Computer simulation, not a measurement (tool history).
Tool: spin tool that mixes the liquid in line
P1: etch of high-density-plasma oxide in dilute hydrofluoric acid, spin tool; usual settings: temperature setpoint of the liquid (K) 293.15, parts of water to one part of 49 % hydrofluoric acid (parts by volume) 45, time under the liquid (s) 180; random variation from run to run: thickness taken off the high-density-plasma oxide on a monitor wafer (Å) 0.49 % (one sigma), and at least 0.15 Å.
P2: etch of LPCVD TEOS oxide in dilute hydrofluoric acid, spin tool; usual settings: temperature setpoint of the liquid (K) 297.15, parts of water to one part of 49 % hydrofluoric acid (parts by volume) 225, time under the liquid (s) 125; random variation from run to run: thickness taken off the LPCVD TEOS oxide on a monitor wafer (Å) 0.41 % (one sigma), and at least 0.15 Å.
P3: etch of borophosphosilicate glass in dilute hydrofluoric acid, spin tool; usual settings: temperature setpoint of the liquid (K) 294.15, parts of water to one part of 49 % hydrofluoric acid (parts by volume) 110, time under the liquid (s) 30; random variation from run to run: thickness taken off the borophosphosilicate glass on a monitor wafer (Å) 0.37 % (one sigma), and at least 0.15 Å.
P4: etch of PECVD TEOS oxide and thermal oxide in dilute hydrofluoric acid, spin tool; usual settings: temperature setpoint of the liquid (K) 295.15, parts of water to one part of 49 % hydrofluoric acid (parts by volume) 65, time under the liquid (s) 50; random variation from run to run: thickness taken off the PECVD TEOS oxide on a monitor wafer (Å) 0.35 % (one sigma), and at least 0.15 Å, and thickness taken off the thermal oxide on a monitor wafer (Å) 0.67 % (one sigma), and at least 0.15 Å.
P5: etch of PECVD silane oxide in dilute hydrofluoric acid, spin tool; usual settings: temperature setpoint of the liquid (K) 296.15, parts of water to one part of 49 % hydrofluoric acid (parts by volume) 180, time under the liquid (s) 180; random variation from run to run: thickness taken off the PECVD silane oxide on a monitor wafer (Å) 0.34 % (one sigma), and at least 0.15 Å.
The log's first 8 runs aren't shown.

run   hour  process that ran  temperature setpoint of the liquid (K)  parts of water to one part of 49 % hydrofluoric acid (parts by volume)  time under the liquid (s)  hours since the thermometer was replaced  hours since the hydrofluoric acid flow meter was replaced  thickness taken off the high-density-plasma oxide on a monitor wafer (Å)  thickness taken off the PECVD silane oxide on a monitor wafer (Å)  thickness taken off the LPCVD TEOS oxide on a monitor wafer (Å)  thickness taken off the PECVD TEOS oxide on a monitor wafer (Å)  thickness taken off the thermal oxide on a monitor wafer (Å)  thickness taken off the borophosphosilicate glass on a monitor wafer (Å)
  9  111.5                P3                                  294.15                                                                     110                         30                                    1275.4                                                         19                                                                                                                                                                                                                                                                                                                                                                                                                 110.97
 10  118.8                P1                                  293.15                                                                      75                         15                                    1282.7                                                       26.3                                                                    11.886
 11  129.8                P5                                  296.15                                                                     180                        180                                    1293.7                                                       37.3                                                                                                                                       233.85
 12  138.4                P1                                  293.15                                                                      45                        180                                    1302.3                                                       45.9                                                                    247.25
 13    148                P1                                  293.15                                                                      25                        180                                    1311.9                                                       55.5                                                                    457.32
 14    163                P4                                  290.15                                                                      65                         50                                    1326.9                                                       70.5                                                                                                                                                                                                                                                                         85.996                                                        28.883
 15  178.5                P1                                  293.15                                                                      45                        180                                    1342.4                                                         86                                                                    247.73
 16  191.7                P3                                  294.15                                                                     110                         15                                    1355.6                                                       99.2                                                                                                                                                                                                                                                                                                                                                                                                                 54.361
 17  202.4                P3                                  290.15                                                                     110                         30                                    1366.3                                                      109.9                                                                                                                                                                                                                                                                                                                                                                                                                 92.606
 18  209.8                P3                                  294.15                                                                     110                         30                                    1373.7                                                      117.3                                                                                                                                                                                                                                                                                                                                                                                                                 110.46
 19  219.5                P4                                  295.15                                                                      65                         90                                    1383.4                                                        127                                                                                                                                                                                                                                                                         190.07                                                        63.568
 20  226.9                P2                                  297.15                                                                     225                        235                                    1390.8                                                      134.4                                                                                                                                                                                                        226.23
 21  235.8                P5                                  290.15                                                                     180                        180                                    1399.7                                                      143.3                                                                                                                                       185.57
 22    249                P5                                  296.15                                                                     180                         15                                    1412.9                                                      156.5                                                                                                                                       19.165
 23  259.4                P1                                  290.15                                                                      70                        180                                    1423.3                                                      166.9                                                                     134.8
 24    267                P1                                  293.15                                                                      70                        180                                    1430.9                                                      174.5                                                                    154.23
 25  274.2                P1                                  293.15                                                                      45                        180                                    1438.1                                                      181.7                                                                    248.16
 26  288.2                P1                                  293.15                                                                      45                         25                                    1452.1                                                      195.7                                                                    34.259
 27  300.7                P1                                  293.15                                                                      45                        360                                    1464.6                                                      208.2                                                                    497.67
 28  316.6                P3                                  294.15                                                                      20                         30                                    1480.5                                                      224.1                                                                                                                                                                                                                                                                                                                                                                                                                 675.54

Forecast run 29:
 29  328.6                P4                                  295.15                                                                      20                         50                                    1492.5                                                      236.1                                                                                                                                                                                                                                                                              ?                                                             ?

Run 29 gave thickness taken off the PECVD TEOS oxide on a monitor wafer (Å) 364.1, thickness taken off the thermal oxide on a monitor wafer (Å) 122.02.

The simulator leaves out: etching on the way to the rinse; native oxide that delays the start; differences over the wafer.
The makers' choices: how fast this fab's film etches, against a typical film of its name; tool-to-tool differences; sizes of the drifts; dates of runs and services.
